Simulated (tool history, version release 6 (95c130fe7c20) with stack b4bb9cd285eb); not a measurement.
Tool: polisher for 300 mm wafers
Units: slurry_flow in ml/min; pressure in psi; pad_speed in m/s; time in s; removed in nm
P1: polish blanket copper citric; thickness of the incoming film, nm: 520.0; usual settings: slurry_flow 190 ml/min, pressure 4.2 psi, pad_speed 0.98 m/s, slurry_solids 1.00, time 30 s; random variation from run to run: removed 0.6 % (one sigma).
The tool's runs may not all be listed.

run	hour	slurry_flow	pressure	pad_speed	slurry_solids	time	removed
1	3.3	190	4.2	0.98	1.00	30	105.740
2	6.7	190	4.2	0.98	1.00	44	155.840
3	13.3	190	4.2	0.98	1.00	14	49.311
4	16.6	190	4.2	0.98	1.40	30	114.480
5	20.0	250	4.2	0.98	1.00	30	110.040
# hour 22.0: head pressure recalibrated
6	23.8	190	4.2	0.52	1.00	30	57.108
7	27.7	115	4.2	0.98	1.00	30	96.991
8	34.8	190	4.2	0.98	1.00	30	105.680
9	41.0	190	2.8	0.98	1.00	30	70.798
10	45.5	190	4.2	1.30	1.00	30	140.590
11	52.3	190	4.2	0.98	1.00	30	106.570
12	57.5	190	3.1	0.50	1.00	30	41.094
13	63.2	190	6.0	0.98	1.00	30	150.360
14	68.8	190	4.2	0.98	0.50	30	90.779
15	73.4	190	4.2	0.98	1.00	30	106.160

Forecast run 16:
16	79.8	190	4.2	0.70	1.25	30	?

Run 16 gave removed 79.244 nm.

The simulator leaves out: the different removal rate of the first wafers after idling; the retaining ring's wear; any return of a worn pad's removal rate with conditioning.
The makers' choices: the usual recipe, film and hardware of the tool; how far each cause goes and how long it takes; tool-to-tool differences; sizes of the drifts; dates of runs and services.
